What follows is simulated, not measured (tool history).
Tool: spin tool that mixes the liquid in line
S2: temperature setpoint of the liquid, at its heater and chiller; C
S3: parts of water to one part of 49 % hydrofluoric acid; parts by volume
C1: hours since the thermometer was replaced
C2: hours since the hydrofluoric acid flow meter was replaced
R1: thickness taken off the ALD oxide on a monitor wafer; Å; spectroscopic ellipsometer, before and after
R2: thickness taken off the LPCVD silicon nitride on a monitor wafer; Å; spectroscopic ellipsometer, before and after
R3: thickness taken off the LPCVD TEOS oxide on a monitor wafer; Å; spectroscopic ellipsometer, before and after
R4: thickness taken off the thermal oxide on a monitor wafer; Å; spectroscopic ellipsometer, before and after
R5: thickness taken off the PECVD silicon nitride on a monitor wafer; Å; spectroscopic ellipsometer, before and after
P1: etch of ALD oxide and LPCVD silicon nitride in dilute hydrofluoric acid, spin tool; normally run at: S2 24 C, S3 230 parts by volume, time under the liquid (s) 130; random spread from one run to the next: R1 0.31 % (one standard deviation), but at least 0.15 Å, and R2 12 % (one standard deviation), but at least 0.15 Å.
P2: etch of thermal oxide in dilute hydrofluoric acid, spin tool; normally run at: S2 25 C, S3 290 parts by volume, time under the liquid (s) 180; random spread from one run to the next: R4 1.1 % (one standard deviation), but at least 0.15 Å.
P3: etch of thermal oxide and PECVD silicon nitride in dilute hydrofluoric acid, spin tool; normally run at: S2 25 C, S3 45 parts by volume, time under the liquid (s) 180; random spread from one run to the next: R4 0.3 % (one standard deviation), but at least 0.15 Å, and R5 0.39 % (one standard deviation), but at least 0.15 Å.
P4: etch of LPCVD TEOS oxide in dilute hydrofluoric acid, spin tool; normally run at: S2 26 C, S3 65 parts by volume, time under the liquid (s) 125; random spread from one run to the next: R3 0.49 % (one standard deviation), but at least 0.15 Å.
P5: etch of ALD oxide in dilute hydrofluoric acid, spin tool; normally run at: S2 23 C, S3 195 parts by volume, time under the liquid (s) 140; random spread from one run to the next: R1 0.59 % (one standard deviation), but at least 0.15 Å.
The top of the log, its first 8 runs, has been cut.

{"run": 9, "hour": 25.8, "process that ran": "P3", "S2": 25, "S3": 60, "time under the liquid (s)": 180, "C1": 1043.9, "C2": 250.6, "R4": 153.44, "R5": 157.94}
{"run": 10, "hour": 29.5, "process that ran": "P1", "S2": 24, "S3": 230, "time under the liquid (s)": 260, "C1": 1047.6, "C2": 254.3, "R1": 286.43, "R2": 4.7676}
{"run": 11, "hour": 34.0, "process that ran": "P2", "S2": 19, "S3": 290, "time under the liquid (s)": 180, "C1": 1052.1, "C2": 258.8, "R4": 19.795}
{"hour": 35.5, "done": "hydrofluoric acid flow meter replaced"}
{"run": 12, "hour": 37.4, "process that ran": "P1", "S2": 24, "S3": 230, "time under the liquid (s)": 70, "C1": 1055.5, "C2": 2.0, "R1": 77.382, "R2": 1.3904}
{"run": 13, "hour": 41.5, "process that ran": "P1", "S2": 24, "S3": 230, "time under the liquid (s)": 130, "C1": 1059.6, "C2": 6.1, "R1": 143.85, "R2": 2.6686}
{"run": 14, "hour": 44.8, "process that ran": "P2", "S2": 25, "S3": 290, "time under the liquid (s)": 310, "C1": 1062.9, "C2": 9.4, "R4": 42.416}
{"run": 15, "hour": 47.5, "process that ran": "P2", "S2": 25, "S3": 515, "time under the liquid (s)": 180, "C1": 1065.6, "C2": 12.1, "R4": 11.0}
{"run": 16, "hour": 50.7, "process that ran": "P5", "S2": 23, "S3": 195, "time under the liquid (s)": 65, "C1": 1068.8, "C2": 15.3, "R1": 28.876}
{"run": 17, "hour": 53.6, "process that ran": "P1", "S2": 24, "S3": 150, "time under the liquid (s)": 190, "C1": 1071.7, "C2": 18.2, "R1": 350.2, "R2": 4.7262}
{"run": 18, "hour": 57.3, "process that ran": "P4", "S2": 26, "S3": 30, "time under the liquid (s)": 125, "C1": 1075.4, "C2": 21.9, "R3": 843.39}
{"run": 19, "hour": 61.7, "process that ran": "P1", "S2": 24, "S3": 125, "time under the liquid (s)": 130, "C1": 1079.8, "C2": 26.3, "R1": 297.82, "R2": 4.5945}
{"run": 20, "hour": 64.9, "process that ran": "P2", "S2": 25, "S3": 290, "time under the liquid (s)": 180, "C1": 1083.0, "C2": 29.5, "R4": 24.525}
{"run": 21, "hour": 67.4, "process that ran": "P1", "S2": 28, "S3": 230, "time under the liquid (s)": 130, "C1": 1085.5, "C2": 32.0, "R1": 164.78, "R2": 3.0172}
{"run": 22, "hour": 69.4, "process that ran": "P5", "S2": 23, "S3": 195, "time under the liquid (s)": 140, "C1": 1087.5, "C2": 34.0, "R1": 62.744}
{"run": 23, "hour": 73.1, "process that ran": "P1", "S2": 24, "S3": 230, "time under the liquid (s)": 130, "C1": 1091.2, "C2": 37.7, "R1": 144.09, "R2": 2.3183}

The next listed run, before its measurement:
{"run": 24, "hour": 75.4, "process that ran": "P1", "S2": 24, "S3": 230, "time under the liquid (s)": 130, "C1": 1093.5, "C2": 40.0, "R1": "?", "R2": "?"}

{"run 24": {"R1": 144.34, "R2": 1.9698}}
